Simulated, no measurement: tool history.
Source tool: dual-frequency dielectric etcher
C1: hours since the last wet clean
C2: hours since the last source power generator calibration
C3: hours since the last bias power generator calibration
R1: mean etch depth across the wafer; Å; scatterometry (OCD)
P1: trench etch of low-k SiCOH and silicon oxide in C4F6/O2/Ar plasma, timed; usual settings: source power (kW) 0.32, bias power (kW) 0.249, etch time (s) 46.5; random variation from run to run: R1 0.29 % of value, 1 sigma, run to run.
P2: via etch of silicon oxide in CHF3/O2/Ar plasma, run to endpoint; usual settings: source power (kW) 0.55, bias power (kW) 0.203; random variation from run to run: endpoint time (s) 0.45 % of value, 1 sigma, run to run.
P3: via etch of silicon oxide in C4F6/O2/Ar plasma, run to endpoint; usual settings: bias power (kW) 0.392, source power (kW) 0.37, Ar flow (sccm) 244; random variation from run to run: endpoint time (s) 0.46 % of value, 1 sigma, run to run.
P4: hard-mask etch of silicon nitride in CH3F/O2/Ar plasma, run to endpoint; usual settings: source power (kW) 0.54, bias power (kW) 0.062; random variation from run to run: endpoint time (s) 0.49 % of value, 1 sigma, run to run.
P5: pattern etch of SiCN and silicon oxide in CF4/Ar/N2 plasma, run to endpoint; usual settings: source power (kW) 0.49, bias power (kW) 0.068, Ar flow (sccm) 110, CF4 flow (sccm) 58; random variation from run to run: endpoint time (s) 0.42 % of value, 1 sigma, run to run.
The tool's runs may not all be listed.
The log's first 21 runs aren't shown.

run 22 day=3.404 | process_that_ran=P1 source_power_(kW)=0.39 bias_power_(kW)=0.249 etch_time_(s)=28 | C1=286.4 C2=1015.3 C3=1670.3 | R1=988.53
run 23 day=3.617 | process_that_ran=P1 source_power_(kW)=0.32 bias_power_(kW)=0.249 etch_time_(s)=66 | C1=291.5 C2=1020.4 C3=1675.4 | R1=2163
run 24 day=3.733 | process_that_ran=P3 source_power_(kW)=0.37 bias_power_(kW)=0.392 Ar_flow_(sccm)=244 | C1=294.3 C2=1023.2 C3=1678.2 | endpoint_time_(s)=31.928
run 25 day=3.875 | process_that_ran=P5 source_power_(kW)=0.49 bias_power_(kW)=0.068 Ar_flow_(sccm)=110 CF4_flow_(sccm)=76 | C1=297.7 C2=1026.6 C3=1681.6 | endpoint_time_(s)=17.737
run 26 day=4.029 | process_that_ran=P2 source_power_(kW)=0.55 bias_power_(kW)=0.286 | C1=301.4 C2=1030.3 C3=1685.3 | endpoint_time_(s)=231.41
run 27 day=4.171 | process_that_ran=P4 source_power_(kW)=0.54 bias_power_(kW)=0.037 | C1=304.8 C2=1033.7 C3=1688.7 | endpoint_time_(s)=45.773
run 28 day=4.354 | process_that_ran=P5 source_power_(kW)=0.49 bias_power_(kW)=0.068 Ar_flow_(sccm)=69 CF4_flow_(sccm)=58 | C1=309.2 C2=1038.1 C3=1693.1 | endpoint_time_(s)=17.191
run 29 day=4.471 | process_that_ran=P1 source_power_(kW)=0.32 bias_power_(kW)=0.249 etch_time_(s)=46.5 | C1=312 C2=1040.9 C3=1695.9 | R1=1530.5
run 30 day=4.579 | process_that_ran=P1 source_power_(kW)=0.32 bias_power_(kW)=0.249 etch_time_(s)=46.5 | C1=314.6 C2=1043.5 C3=1698.5 | R1=1536.6
run 31 day=4.783 | process_that_ran=P1 source_power_(kW)=0.32 bias_power_(kW)=0.249 etch_time_(s)=46.5 | C1=319.5 C2=1048.4 C3=1703.4 | R1=1532.9
run 32 day=4.925 | process_that_ran=P1 source_power_(kW)=0.32 bias_power_(kW)=0.249 etch_time_(s)=46.5 | C1=322.9 C2=1051.8 C3=1706.8 | R1=1536.6
run 33 day=5.096 | process_that_ran=P1 source_power_(kW)=0.32 bias_power_(kW)=0.249 etch_time_(s)=46.5 | C1=327 C2=1055.9 C3=1710.9 | R1=1550.5
run 34 day=5.204 | process_that_ran=P1 source_power_(kW)=0.32 bias_power_(kW)=0.249 etch_time_(s)=46.5 | C1=329.6 C2=1058.5 C3=1713.5 | R1=1546.7
-- day=5.292 wet clean of the chamber
run 35 day=5.421 | process_that_ran=P1 source_power_(kW)=0.32 bias_power_(kW)=0.249 etch_time_(s)=46.5 | C1=3.2 C2=1063.7 C3=1718.7 | R1=1547.5

Forecast run 36:
run 36 day=5.538 | process_that_ran=P1 source_power_(kW)=0.32 bias_power_(kW)=0.249 etch_time_(s)=46.5 | C1=6 C2=1066.5 C3=1721.5 | R1=?

Logged for run 36: R1 1544.5 Å.
